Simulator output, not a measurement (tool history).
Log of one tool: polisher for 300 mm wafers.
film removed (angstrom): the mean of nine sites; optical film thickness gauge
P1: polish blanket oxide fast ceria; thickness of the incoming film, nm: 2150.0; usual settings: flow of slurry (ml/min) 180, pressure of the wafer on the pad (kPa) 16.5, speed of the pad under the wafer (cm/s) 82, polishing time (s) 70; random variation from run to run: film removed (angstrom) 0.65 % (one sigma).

run   hour  flow of slurry (ml/min)  pressure of the wafer on the pad (kPa)  speed of the pad under the wafer (cm/s)  polishing time (s)  wafers polished on this pad  hours since the slurry nozzle was cleaned  hours since the head pressure was calibrated  film removed (angstrom)
  1   14.2                      180                                    16.5                                       82                  70                          209                                      337.1                                         359.0                   7901.5
  2   23.8                      180                                    24.1                                       82                  70                          289                                      346.7                                         368.6                  11621.0
  3   32.4                      180                                    12.4                                       82                  53                          361                                      355.3                                         377.2                   4475.0
  4   43.0                      180                                    16.5                                       36                  70                          450                                      365.9                                         387.8                   3443.9
  5   51.4                      180                                     8.3                                       82                  70                          520                                      374.3                                         396.2                   3932.1
  6   62.1                      180                                    16.5                                       82                  70                          609                                      385.0                                         406.9                   7983.4
  7   73.2                      180                                    16.5                                       82                  70                          702                                      396.1                                         418.0                   7834.8
  8   89.5                      180                                    24.8                                      100                  70                          838                                      412.4                                         434.3                  14424.0
  9  103.1                      180                                    16.5                                       82                  70                          952                                      426.0                                         447.9                   7941.9
 10  116.6                      240                                    16.5                                       82                  70                         1064                                      439.5                                         461.4                   8093.2
 11  127.4                      110                                    16.5                                       82                  70                         1154                                      450.3                                         472.2                   7269.7
 12  140.2                      180                                    16.5                                       82                 110                         1261                                      463.1                                         485.0                  12491.0
 13  150.9                      180                                     9.0                                       40                  70                         1351                                      473.8                                         495.7                   2070.1
 14  165.2                      180                                    16.5                                      128                  70                         1470                                      488.1                                         510.0                  12411.0
 15  173.0                      180                                    16.5                                       82                  35                         1535                                      495.9                                         517.8                   3974.9
 16  187.1                      180                                    16.5                                       82                  70                         1653                                      510.0                                         531.9                   7854.1
 17  202.1                      180                                    16.5                                       82                  70                         1778                                      525.0                                         546.9                   7923.3
 18  212.7                      180                                    16.5                                       82                  70                         1867                                      535.6                                         557.5                   7617.5
 19  221.1                      180                                    16.5                                       82                  70                         1937                                      544.0                                         565.9                   7650.0
 20  230.9                      180                                    16.5                                       82                  70                         2019                                      553.8                                         575.7                   7416.1
 21  242.5                      180                                    16.5                                       82                  70                         2116                                      565.4                                         587.3                   7409.7
     249.9  -- head pressure recalibrated
 22  252.4                      180                                    16.5                                       82                  70                         2198                                      575.3                                           2.5                   7305.3
 23  268.2                      180                                    16.5                                       82                  70                         2330                                      591.1                                          18.3                   7199.9

Forecast run 24:
 24  282.5                      180                                    16.5                                       82                  70                         2450                                      605.4                                          32.6                        ?

{"run 24": {"film removed (angstrom)": 7273.2}}
